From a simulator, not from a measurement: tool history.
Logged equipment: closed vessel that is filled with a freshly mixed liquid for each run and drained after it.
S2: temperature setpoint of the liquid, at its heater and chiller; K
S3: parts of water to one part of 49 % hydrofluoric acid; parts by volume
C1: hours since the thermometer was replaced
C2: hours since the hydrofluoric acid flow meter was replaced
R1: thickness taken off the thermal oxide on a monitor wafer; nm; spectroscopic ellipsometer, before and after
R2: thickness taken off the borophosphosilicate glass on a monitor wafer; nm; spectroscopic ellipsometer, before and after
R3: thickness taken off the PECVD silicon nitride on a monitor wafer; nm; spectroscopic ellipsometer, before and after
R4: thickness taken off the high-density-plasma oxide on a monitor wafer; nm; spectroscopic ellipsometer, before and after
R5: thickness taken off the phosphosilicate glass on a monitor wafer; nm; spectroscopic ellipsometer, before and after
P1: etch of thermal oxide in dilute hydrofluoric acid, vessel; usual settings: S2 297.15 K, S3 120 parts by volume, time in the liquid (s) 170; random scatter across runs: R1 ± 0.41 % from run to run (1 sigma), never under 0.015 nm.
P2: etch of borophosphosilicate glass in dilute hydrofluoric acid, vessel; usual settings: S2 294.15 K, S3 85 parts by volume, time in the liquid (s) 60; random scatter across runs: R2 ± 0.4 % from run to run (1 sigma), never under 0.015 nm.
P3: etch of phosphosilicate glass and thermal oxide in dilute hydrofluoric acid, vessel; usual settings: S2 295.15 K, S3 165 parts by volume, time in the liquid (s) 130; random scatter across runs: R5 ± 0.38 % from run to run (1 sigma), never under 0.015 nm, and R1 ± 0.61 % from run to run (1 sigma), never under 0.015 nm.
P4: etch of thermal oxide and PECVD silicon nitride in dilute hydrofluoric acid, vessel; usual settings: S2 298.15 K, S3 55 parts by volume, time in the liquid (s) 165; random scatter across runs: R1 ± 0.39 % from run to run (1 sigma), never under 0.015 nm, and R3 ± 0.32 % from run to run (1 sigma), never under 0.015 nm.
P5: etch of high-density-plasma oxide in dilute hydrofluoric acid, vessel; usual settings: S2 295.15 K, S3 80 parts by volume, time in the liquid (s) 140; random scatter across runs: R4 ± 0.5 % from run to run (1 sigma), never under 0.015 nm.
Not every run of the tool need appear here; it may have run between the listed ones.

Run 1, hour 10: process that ran P1, S2 297.15 K, S3 120 parts by volume, time in the liquid (s) 170; C1 725.6; C2 1923.7. Result: R1 6.3148 nm.
Run 2, hour 18.3: process that ran P1, S2 297.15 K, S3 70 parts by volume, time in the liquid (s) 170; C1 733.9; C2 1932. Result: R1 11.394 nm.
Run 3, hour 28.9: process that ran P2, S2 301.65 K, S3 85 parts by volume, time in the liquid (s) 60; C1 744.5; C2 1942.6. Result: R2 23.018 nm.
Run 4, hour 36.1: process that ran P4, S2 298.15 K, S3 55 parts by volume, time in the liquid (s) 165; C1 751.7; C2 1949.8. Result: R1 16.222 nm, R3 7.9024 nm.
Run 5, hour 44.2: process that ran P1, S2 297.15 K, S3 170 parts by volume, time in the liquid (s) 170; C1 759.8; C2 1957.9. Result: R1 4.203 nm.
Run 6, hour 51: process that ran P1, S2 297.15 K, S3 120 parts by volume, time in the liquid (s) 170; C1 766.6; C2 1964.7. Result: R1 6.3144 nm.
Run 7, hour 58.9: process that ran P1, S2 297.15 K, S3 120 parts by volume, time in the liquid (s) 250; C1 774.5; C2 1972.6. Result: R1 9.2348 nm.
Run 8, hour 67.1: process that ran P2, S2 294.15 K, S3 85 parts by volume, time in the liquid (s) 30; C1 782.7; C2 1980.8. Result: R2 8.539 nm.
Run 9, hour 72.4: process that ran P1, S2 297.15 K, S3 120 parts by volume, time in the liquid (s) 170; C1 788; C2 1986.1. Result: R1 6.2823 nm.
Run 10, hour 79.9: process that ran P4, S2 298.15 K, S3 55 parts by volume, time in the liquid (s) 165; C1 795.5; C2 1993.6. Result: R1 16.209 nm, R3 7.9247 nm.
Run 11, hour 88.4: process that ran P1, S2 291.15 K, S3 120 parts by volume, time in the liquid (s) 170; C1 804; C2 2002.1. Result: R1 4.9377 nm.
Run 12, hour 98.9: process that ran P5, S2 295.15 K, S3 80 parts by volume, time in the liquid (s) 140; C1 814.5; C2 2012.6. Result: R4 12.628 nm.
Run 13, hour 104.7: process that ran P3, S2 290.15 K, S3 165 parts by volume, time in the liquid (s) 130; C1 820.3; C2 2018.4. Result: R1 2.7273 nm, R5 32.545 nm.
Run 14, hour 114.7: process that ran P5, S2 295.15 K, S3 35 parts by volume, time in the liquid (s) 140; C1 830.3; C2 2028.4. Result: R4 30.571 nm.
Run 15, hour 126.3: process that ran P1, S2 300.65 K, S3 120 parts by volume, time in the liquid (s) 45; C1 841.9; C2 2040. Result: R1 1.8968 nm.
Run 16, hour 134.1: process that ran P2, S2 294.15 K, S3 85 parts by volume, time in the liquid (s) 60; C1 849.7; C2 2047.8. Result: R2 17.101 nm.
Run 17, hour 143.7: process that ran P5, S2 295.15 K, S3 80 parts by volume, time in the liquid (s) 210; C1 859.3; C2 2057.4. Result: R4 19.002 nm.
Run 18, hour 155.6: process that ran P1, S2 290.65 K, S3 120 parts by volume, time in the liquid (s) 265; C1 871.2; C2 2069.3. Result: R1 7.5244 nm.
Run 19, hour 162: process that ran P2, S2 294.15 K, S3 140 parts by volume, time in the liquid (s) 60; C1 877.6; C2 2075.7. Result: R2 9.7872 nm.
Run 20, hour 173.3: process that ran P1, S2 297.15 K, S3 120 parts by volume, time in the liquid (s) 35; C1 888.9; C2 2087. Result: R1 1.3232 nm.
Run 21, hour 181.5: process that ran P3, S2 295.15 K, S3 290 parts by volume, time in the liquid (s) 130; C1 897.1; C2 2095.2. Result: R1 1.6854 nm, R5 19.934 nm.

Forecast run 22:
Run 22, hour 187.8: process that ran P1, S2 297.15 K, S3 120 parts by volume, time in the liquid (s) 170; C1 903.4; C2 2101.5. Result: R1 ?.

{"run 22": {"R1": 6.3206}}

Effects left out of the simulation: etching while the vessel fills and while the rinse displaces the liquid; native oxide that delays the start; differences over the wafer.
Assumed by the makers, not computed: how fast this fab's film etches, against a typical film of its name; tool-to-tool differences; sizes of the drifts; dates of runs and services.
